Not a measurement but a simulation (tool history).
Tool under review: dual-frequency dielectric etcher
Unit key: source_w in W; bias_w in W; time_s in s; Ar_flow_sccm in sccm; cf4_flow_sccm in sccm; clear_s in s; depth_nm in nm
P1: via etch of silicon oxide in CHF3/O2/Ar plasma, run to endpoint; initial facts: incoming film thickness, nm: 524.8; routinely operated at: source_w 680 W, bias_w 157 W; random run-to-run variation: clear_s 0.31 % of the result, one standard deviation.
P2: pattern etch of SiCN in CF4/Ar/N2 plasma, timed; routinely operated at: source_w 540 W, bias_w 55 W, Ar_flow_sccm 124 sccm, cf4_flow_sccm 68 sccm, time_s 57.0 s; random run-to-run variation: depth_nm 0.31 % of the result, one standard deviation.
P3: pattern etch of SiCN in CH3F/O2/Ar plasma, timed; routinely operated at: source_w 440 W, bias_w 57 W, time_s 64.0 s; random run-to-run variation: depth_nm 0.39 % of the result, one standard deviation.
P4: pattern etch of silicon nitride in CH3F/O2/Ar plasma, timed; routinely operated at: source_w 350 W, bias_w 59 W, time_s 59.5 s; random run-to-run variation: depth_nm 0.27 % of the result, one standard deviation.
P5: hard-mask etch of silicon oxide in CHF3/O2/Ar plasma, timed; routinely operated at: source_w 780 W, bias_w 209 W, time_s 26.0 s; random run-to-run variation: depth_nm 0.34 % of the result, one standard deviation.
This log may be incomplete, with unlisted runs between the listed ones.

| run | hour | process | source_w | bias_w | time_s | Ar_flow_sccm | cf4_flow_sccm | clear_s | depth_nm |
|---|---|---|---|---|---|---|---|---|---|
| 1 | 7.4 | P1 | 680 | 157 |  |  |  | 262.37 |  |
| 2 | 11.4 | P5 | 780 | 209 | 38.0 |  |  |  | 85.318 |
| 3 | 15.4 | P4 | 350 | 80 | 59.5 |  |  |  | 40.616 |
| 4 | 19.8 | P4 | 350 | 59 | 59.5 |  |  |  | 36.785 |
| 5 | 24.1 | P1 | 680 | 157 |  |  |  | 262.59 |  |
| 6 | 28.5 | P2 | 540 | 55 | 57.0 | 124 | 45 |  | 46.302 |
| 7 | 32.2 | P2 | 540 | 55 | 57.0 | 73 | 68 |  | 54.674 |
| 8 | 36.8 | P4 | 350 | 59 | 43.5 |  |  |  | 26.877 |
|  | 38.8 | source power generator calibrated |
| 9 | 43.6 | P1 | 680 | 124 |  |  |  | 282.51 |  |
| 10 | 48.2 | P2 | 540 | 55 | 41.5 | 124 | 68 |  | 36.235 |
| 11 | 53.6 | P2 | 350 | 55 | 57.0 | 124 | 68 |  | 34.226 |
| 12 | 60.1 | P4 | 210 | 59 | 59.5 |  |  |  | 30.245 |
| 13 | 65.9 | P2 | 540 | 55 | 57.0 | 124 | 68 |  | 49.978 |
| 14 | 72.6 | P1 | 680 | 157 |  |  |  | 261.80 |  |
| 15 | 79.5 | P5 | 780 | 282 | 26.0 |  |  |  | 65.670 |
| 16 | 83.5 | P5 | 780 | 209 | 26.0 |  |  |  | 58.578 |
| 17 | 87.2 | P1 | 440 | 157 |  |  |  | 311.53 |  |
| 18 | 90.6 | P1 | 680 | 212 |  |  |  | 237.47 |  |
| 19 | 94.1 | P3 | 440 | 57 | 40.5 |  |  |  | 14.488 |
| 20 | 101.0 | P1 | 900 | 102 |  |  |  | 265.99 |  |
| 21 | 105.6 | P3 | 440 | 37 | 64.0 |  |  |  | 20.033 |
| 22 | 112.6 | P1 | 680 | 157 |  |  |  | 262.10 |  |
| 23 | 118.1 | P5 | 550 | 209 | 26.0 |  |  |  | 51.536 |
| 24 | 122.3 | P3 | 580 | 57 | 64.0 |  |  |  | 25.290 |
| 25 | 128.7 | P2 | 540 | 68 | 57.0 | 124 | 68 |  | 53.724 |
| 26 | 132.2 | P1 | 680 | 157 |  |  |  | 260.14 |  |

For run 27, what comes out?
| 27 | 137.2 | P1 | 860 | 157 |  |  |  | ? |  |

Run 27 gave clear_s 239.10 s.

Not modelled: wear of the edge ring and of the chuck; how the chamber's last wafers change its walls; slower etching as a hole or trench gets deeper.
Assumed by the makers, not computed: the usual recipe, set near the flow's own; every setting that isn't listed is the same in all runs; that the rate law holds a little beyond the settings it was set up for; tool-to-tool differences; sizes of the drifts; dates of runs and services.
